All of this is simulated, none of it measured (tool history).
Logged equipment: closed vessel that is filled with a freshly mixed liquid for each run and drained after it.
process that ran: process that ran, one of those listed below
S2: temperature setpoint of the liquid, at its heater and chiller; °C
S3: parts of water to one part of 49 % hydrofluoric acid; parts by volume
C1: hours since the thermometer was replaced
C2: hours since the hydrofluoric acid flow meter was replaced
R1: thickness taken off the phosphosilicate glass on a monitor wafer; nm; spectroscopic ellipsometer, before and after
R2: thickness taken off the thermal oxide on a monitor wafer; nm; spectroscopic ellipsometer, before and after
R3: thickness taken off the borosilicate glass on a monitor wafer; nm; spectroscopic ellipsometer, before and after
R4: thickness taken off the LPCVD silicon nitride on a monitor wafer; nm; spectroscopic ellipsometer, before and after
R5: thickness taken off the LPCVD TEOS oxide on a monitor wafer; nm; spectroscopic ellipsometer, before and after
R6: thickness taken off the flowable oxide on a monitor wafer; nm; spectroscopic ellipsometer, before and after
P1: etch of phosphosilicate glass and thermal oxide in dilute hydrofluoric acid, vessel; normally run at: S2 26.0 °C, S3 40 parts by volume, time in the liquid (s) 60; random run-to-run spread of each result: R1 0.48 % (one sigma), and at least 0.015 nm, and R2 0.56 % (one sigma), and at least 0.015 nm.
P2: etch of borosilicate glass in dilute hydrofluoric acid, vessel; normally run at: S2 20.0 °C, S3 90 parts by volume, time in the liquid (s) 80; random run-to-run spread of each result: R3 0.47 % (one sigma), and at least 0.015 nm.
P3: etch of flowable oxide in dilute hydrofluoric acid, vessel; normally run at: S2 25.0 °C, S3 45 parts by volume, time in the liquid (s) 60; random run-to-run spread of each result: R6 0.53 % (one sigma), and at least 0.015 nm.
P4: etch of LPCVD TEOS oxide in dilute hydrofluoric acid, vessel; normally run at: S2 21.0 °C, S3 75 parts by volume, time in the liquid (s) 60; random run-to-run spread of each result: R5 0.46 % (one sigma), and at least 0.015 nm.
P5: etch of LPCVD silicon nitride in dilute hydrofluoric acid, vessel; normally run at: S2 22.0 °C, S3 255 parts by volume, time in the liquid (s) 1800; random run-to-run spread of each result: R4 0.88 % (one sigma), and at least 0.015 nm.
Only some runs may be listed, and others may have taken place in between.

run 1 hour=7.1 | process_that_ran=P1 S2=26.0 S3=40 time_in_the_liquid_(s)=60 | C1=278.9 C2=1190.0 | R1=112.410 R2=7.9995
run 2 hour=13.4 | process_that_ran=P1 S2=26.0 S3=40 time_in_the_liquid_(s)=60 | C1=285.2 C2=1196.3 | R1=111.960 R2=7.9915
run 3 hour=17.2 | process_that_ran=P1 S2=26.0 S3=40 time_in_the_liquid_(s)=60 | C1=289.0 C2=1200.1 | R1=110.910 R2=7.9877
run 4 hour=21.8 | process_that_ran=P2 S2=20.0 S3=90 time_in_the_liquid_(s)=80 | C1=293.6 C2=1204.7 | R3=25.2320
run 5 hour=29.3 | process_that_ran=P1 S2=26.0 S3=55 time_in_the_liquid_(s)=60 | C1=301.1 C2=1212.2 | R1=79.015 R2=5.7430
run 6 hour=34.7 | process_that_ran=P5 S2=22.0 S3=255 time_in_the_liquid_(s)=1800 | C1=306.5 C2=1217.6 | R4=2.8396
run 7 hour=38.3 | process_that_ran=P1 S2=26.0 S3=40 time_in_the_liquid_(s)=60 | C1=310.1 C2=1221.2 | R1=112.580 R2=8.0292
run 8 hour=45.4 | process_that_ran=P1 S2=18.5 S3=20 time_in_the_liquid_(s)=60 | C1=317.2 C2=1228.3 | R1=167.390 R2=11.8340
run 9 hour=52.0 | process_that_ran=P2 S2=27.0 S3=90 time_in_the_liquid_(s)=80 | C1=323.8 C2=1234.9 | R3=32.9220
run 10 hour=55.9 | process_that_ran=P4 S2=21.0 S3=75 time_in_the_liquid_(s)=60 | C1=327.7 C2=1238.8 | R5=29.253
run 11 hour=59.5 | process_that_ran=P1 S2=33.5 S3=40 time_in_the_liquid_(s)=60 | C1=331.3 C2=1242.4 | R1=151.200 R2=10.9510
run 12 hour=66.3 | process_that_ran=P1 S2=26.0 S3=40 time_in_the_liquid_(s)=90 | C1=338.1 C2=1249.2 | R1=166.590 R2=11.9490
run 13 hour=70.9 | process_that_ran=P3 S2=25.0 S3=45 time_in_the_liquid_(s)=60 | C1=342.7 C2=1253.8 | R6=54.527
run 14 hour=75.1 | process_that_ran=P3 S2=20.5 S3=45 time_in_the_liquid_(s)=60 | C1=346.9 C2=1258.0 | R6=45.576
run 15 hour=79.2 | process_that_ran=P3 S2=25.0 S3=65 time_in_the_liquid_(s)=60 | C1=351.0 C2=1262.1 | R6=37.289
run 16 hour=85.0 | process_that_ran=P5 S2=22.0 S3=255 time_in_the_liquid_(s)=1800 | C1=356.8 C2=1267.9 | R4=2.8299
run 17 hour=90.5 | process_that_ran=P3 S2=25.0 S3=45 time_in_the_liquid_(s)=30 | C1=362.3 C2=1273.4 | R6=27.516
run 18 hour=96.3 | process_that_ran=P1 S2=26.0 S3=20 time_in_the_liquid_(s)=60 | C1=368.1 C2=1279.2 | R1=229.380 R2=16.6430
run 19 hour=101.0 | process_that_ran=P4 S2=21.0 S3=25 time_in_the_liquid_(s)=60 | C1=372.8 C2=1283.9 | R5=93.133
run 20 hour=106.1 | process_that_ran=P1 S2=18.5 S3=40 time_in_the_liquid_(s)=60 | C1=377.9 C2=1289.0 | R1=81.894 R2=5.8301
run 21 hour=112.5 | process_that_ran=P5 S2=22.0 S3=105 time_in_the_liquid_(s)=1800 | C1=384.3 C2=1295.4 | R4=6.6527
run 22 hour=119.1 | process_that_ran=P1 S2=26.0 S3=40 time_in_the_liquid_(s)=60 | C1=390.9 C2=1302.0 | R1=111.300 R2=7.9642
run 23 hour=122.8 | process_that_ran=P5 S2=22.0 S3=255 time_in_the_liquid_(s)=3015 | C1=394.6 C2=1305.7 | R4=4.7694
run 24 hour=129.2 | process_that_ran=P2 S2=20.0 S3=135 time_in_the_liquid_(s)=80 | C1=401.0 C2=1312.1 | R3=15.7930
run 25 hour=136.3 | process_that_ran=P2 S2=20.0 S3=90 time_in_the_liquid_(s)=30 | C1=408.1 C2=1319.2 | R3=9.3811
run 26 hour=141.7 | process_that_ran=P4 S2=21.0 S3=75 time_in_the_liquid_(s)=100 | C1=413.5 C2=1324.6 | R5=48.461
-- hour=144.6 hydrofluoric acid flow meter replaced
run 27 hour=146.0 | process_that_ran=P4 S2=17.0 S3=75 time_in_the_liquid_(s)=60 | C1=417.8 C2=1.4 | R5=24.803
run 28 hour=152.1 | process_that_ran=P1 S2=19.5 S3=60 time_in_the_liquid_(s)=60 | C1=423.9 C2=7.5 | R1=55.616 R2=3.9442
run 29 hour=155.4 | process_that_ran=P2 S2=20.0 S3=90 time_in_the_liquid_(s)=80 | C1=427.2 C2=10.8 | R3=24.7950
run 30 hour=162.5 | process_that_ran=P5 S2=17.0 S3=255 time_in_the_liquid_(s)=1800 | C1=434.3 C2=17.9 | R4=2.0220
run 31 hour=169.4 | process_that_ran=P1 S2=26.0 S3=40 time_in_the_liquid_(s)=30 | C1=441.2 C2=24.8 | R1=56.066 R2=3.9961
run 32 hour=173.0 | process_that_ran=P1 S2=26.0 S3=40 time_in_the_liquid_(s)=60 | C1=444.8 C2=28.4 | R1=111.620 R2=7.9996

The next listed run, before its measurement:
run 33 hour=176.3 | process_that_ran=P1 S2=26.0 S3=40 time_in_the_liquid_(s)=60 | C1=448.1 C2=31.7 | R1=? R2=?

For run 33 the tool returned R1 108.490 nm, R2 7.8178 nm.
